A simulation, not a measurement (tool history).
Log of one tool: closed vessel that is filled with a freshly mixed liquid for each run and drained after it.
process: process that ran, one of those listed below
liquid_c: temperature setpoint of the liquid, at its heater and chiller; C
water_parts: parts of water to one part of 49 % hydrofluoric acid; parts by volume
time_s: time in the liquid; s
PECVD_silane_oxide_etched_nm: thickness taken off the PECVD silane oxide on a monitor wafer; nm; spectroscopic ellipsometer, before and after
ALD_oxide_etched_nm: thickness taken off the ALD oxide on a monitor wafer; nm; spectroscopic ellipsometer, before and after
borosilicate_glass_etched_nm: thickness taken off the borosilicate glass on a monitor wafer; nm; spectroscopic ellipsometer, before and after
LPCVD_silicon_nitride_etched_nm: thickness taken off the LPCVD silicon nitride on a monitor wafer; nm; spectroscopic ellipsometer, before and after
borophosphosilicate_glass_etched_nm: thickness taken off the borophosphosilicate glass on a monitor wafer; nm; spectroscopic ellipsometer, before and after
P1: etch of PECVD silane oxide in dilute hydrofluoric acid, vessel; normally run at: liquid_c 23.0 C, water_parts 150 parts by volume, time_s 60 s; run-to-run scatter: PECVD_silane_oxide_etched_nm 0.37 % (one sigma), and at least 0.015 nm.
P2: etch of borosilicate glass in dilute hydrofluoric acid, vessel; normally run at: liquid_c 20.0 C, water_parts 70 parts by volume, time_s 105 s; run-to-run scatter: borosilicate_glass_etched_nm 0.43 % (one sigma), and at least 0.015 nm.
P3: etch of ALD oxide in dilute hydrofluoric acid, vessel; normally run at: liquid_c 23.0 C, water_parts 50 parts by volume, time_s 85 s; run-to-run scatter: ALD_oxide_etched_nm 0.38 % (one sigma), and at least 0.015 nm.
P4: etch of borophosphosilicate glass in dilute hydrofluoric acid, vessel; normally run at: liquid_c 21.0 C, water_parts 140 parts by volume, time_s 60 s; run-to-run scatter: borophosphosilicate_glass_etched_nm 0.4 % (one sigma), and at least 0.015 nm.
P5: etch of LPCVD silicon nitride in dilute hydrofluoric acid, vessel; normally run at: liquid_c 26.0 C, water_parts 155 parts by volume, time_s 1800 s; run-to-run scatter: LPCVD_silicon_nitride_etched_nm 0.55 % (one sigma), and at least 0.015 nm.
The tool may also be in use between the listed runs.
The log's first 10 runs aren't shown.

| run | hour | process | liquid_c | water_parts | time_s | hours since the thermometer was replaced | hours since the hydrofluoric acid flow meter was replaced | PECVD_silane_oxide_etched_nm | ALD_oxide_etched_nm | borosilicate_glass_etched_nm | LPCVD_silicon_nitride_etched_nm | borophosphosilicate_glass_etched_nm |
|---|---|---|---|---|---|---|---|---|---|---|---|---|
| 11 | 43.1 | P5 | 26.0 | 155 | 2910 | 437.6 | 331.4 |  |  |  | 11.1660 |  |
| 12 | 47.7 | P1 | 23.0 | 150 | 90 | 442.2 | 336.0 | 27.089 |  |  |  |  |
| 13 | 50.6 | P3 | 23.0 | 50 | 30 | 445.1 | 338.9 |  | 15.159 |  |  |  |
| 14 | 56.0 | P1 | 17.0 | 150 | 60 | 450.5 | 344.3 | 14.260 |  |  |  |  |
| 15 | 61.6 | P3 | 23.0 | 50 | 85 | 456.1 | 349.9 |  | 43.518 |  |  |  |
| 16 | 65.6 | P2 | 20.0 | 70 | 105 | 460.1 | 353.9 |  |  | 40.498 |  |  |
| 17 | 70.3 | P1 | 23.0 | 40 | 30 | 464.8 | 358.6 | 38.731 |  |  |  |  |
| 18 | 73.9 | P1 | 23.0 | 210 | 100 | 468.4 | 362.2 | 19.980 |  |  |  |  |
| 19 | 79.2 | P2 | 17.0 | 70 | 105 | 473.7 | 367.5 |  |  | 35.385 |  |  |
| 20 | 84.2 | P3 | 28.5 | 50 | 85 | 478.7 | 372.5 |  | 54.167 |  |  |  |
| 21 | 87.1 | P2 | 20.0 | 70 | 105 | 481.6 | 375.4 |  |  | 40.381 |  |  |
| 22 | 91.3 | P4 | 21.0 | 140 | 60 | 485.8 | 379.6 |  |  |  |  | 28.075 |
| 23 | 94.3 | P1 | 23.0 | 150 | 60 | 488.8 | 382.6 | 18.037 |  |  |  |  |
| 24 | 97.7 | P1 | 18.5 | 55 | 60 | 492.2 | 386.0 | 45.367 |  |  |  |  |
| 25 | 102.4 | P1 | 23.0 | 150 | 60 | 496.9 | 390.7 | 17.938 |  |  |  |  |

Run 26 comes next. What will it give?
| 26 | 106.0 | P5 | 26.0 | 155 | 1800 | 500.5 | 394.3 |  |  |  | ? |  |

{"run 26": {"LPCVD_silicon_nitride_etched_nm": 6.9154}}
